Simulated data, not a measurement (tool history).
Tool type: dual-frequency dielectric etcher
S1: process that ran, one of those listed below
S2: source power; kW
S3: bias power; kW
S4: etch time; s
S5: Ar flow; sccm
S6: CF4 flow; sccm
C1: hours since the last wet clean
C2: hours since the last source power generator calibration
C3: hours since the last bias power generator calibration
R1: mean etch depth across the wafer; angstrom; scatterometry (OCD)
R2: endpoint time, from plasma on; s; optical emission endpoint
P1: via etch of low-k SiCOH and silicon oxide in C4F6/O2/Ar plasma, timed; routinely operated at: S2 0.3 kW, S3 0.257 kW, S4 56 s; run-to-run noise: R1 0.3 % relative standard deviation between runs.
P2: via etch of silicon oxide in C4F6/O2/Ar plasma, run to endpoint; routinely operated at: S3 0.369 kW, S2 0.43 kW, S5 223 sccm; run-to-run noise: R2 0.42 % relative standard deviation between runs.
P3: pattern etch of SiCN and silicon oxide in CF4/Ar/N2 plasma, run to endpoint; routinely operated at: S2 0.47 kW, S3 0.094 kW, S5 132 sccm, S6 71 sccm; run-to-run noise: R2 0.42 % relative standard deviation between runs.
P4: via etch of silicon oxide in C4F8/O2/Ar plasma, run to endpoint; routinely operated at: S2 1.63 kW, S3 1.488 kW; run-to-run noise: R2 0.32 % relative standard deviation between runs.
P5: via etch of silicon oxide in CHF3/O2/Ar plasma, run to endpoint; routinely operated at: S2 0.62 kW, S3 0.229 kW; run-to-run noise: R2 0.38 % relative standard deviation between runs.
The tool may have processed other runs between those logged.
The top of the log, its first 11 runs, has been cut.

{"run": 12, "day": 5.058, "S1": "P1", "S2": 0.3, "S3": 0.257, "S4": 56, "C1": 177.5, "C2": 543.7, "C3": 794.5, "R1": 1478.3}
{"run": 13, "day": 5.612, "S1": "P2", "S2": 0.43, "S3": 0.295, "S5": 223, "C1": 190.8, "C2": 557, "C3": 807.8, "R2": 33.21}
{"run": 14, "day": 5.892, "S1": "P2", "S2": 0.43, "S3": 0.369, "S5": 314, "C1": 197.5, "C2": 563.7, "C3": 814.5, "R2": 32.002}
{"run": 15, "day": 6.254, "S1": "P3", "S2": 0.47, "S3": 0.068, "S5": 132, "S6": 71, "C1": 206.2, "C2": 572.4, "C3": 823.2, "R2": 12.64}
{"run": 16, "day": 6.65, "S1": "P1", "S2": 0.3, "S3": 0.257, "S4": 71.5, "C1": 215.7, "C2": 581.9, "C3": 832.7, "R1": 1892.9}
{"run": 17, "day": 7.208, "S1": "P1", "S2": 0.3, "S3": 0.257, "S4": 56, "C1": 229.1, "C2": 595.3, "C3": 846.1, "R1": 1472}
{"run": 18, "day": 7.712, "S1": "P4", "S2": 1.63, "S3": 1.488, "C1": 241.2, "C2": 607.4, "C3": 858.2, "R2": 284.63}
{"run": 19, "day": 7.971, "S1": "P5", "S2": 0.87, "S3": 0.229, "C1": 247.4, "C2": 613.6, "C3": 864.4, "R2": 292.05}
{"run": 20, "day": 8.4, "S1": "P5", "S2": 0.62, "S3": 0.229, "C1": 257.7, "C2": 623.9, "C3": 874.7, "R2": 328.13}
{"run": 21, "day": 8.888, "S1": "P1", "S2": 0.43, "S3": 0.257, "S4": 56, "C1": 269.4, "C2": 635.6, "C3": 886.4, "R1": 1701.4}
{"run": 22, "day": 9.433, "S1": "P1", "S2": 0.3, "S3": 0.257, "S4": 56, "C1": 282.5, "C2": 648.7, "C3": 899.5, "R1": 1468.5}
{"run": 23, "day": 9.783, "S1": "P1", "S2": 0.3, "S3": 0.257, "S4": 36, "C1": 290.9, "C2": 657.1, "C3": 907.9, "R1": 952.7}
{"run": 24, "day": 10.204, "S1": "P5", "S2": 0.62, "S3": 0.303, "C1": 301, "C2": 667.2, "C3": 918, "R2": 298.53}
{"run": 25, "day": 10.754, "S1": "P1", "S2": 0.3, "S3": 0.191, "S4": 56, "C1": 314.2, "C2": 680.4, "C3": 931.2, "R1": 1339.8}
{"run": 26, "day": 11.033, "S1": "P4", "S2": 1.63, "S3": 2.059, "C1": 320.9, "C2": 687.1, "C3": 937.9, "R2": 261.8}
{"run": 27, "day": 11.467, "S1": "P1", "S2": 0.3, "S3": 0.257, "S4": 56, "C1": 331.3, "C2": 697.5, "C3": 948.3, "R1": 1474.9}
{"run": 28, "day": 12.025, "S1": "P3", "S2": 0.47, "S3": 0.094, "S5": 132, "S6": 71, "C1": 344.7, "C2": 710.9, "C3": 961.7, "R2": 11.259}
{"run": 29, "day": 12.408, "S1": "P3", "S2": 0.47, "S3": 0.094, "S5": 132, "S6": 71, "C1": 353.9, "C2": 720.1, "C3": 970.9, "R2": 11.304}
{"run": 30, "day": 12.862, "S1": "P1", "S2": 0.42, "S3": 0.302, "S4": 56, "C1": 364.8, "C2": 731, "C3": 981.8, "R1": 1772.8}

Predict the results of run 31:
{"run": 31, "day": 13.217, "S1": "P1", "S2": 0.3, "S3": 0.257, "S4": 56, "C1": 373.3, "C2": 739.5, "C3": 990.3, "R1": "?"}

R1: 1473.6 angstrom
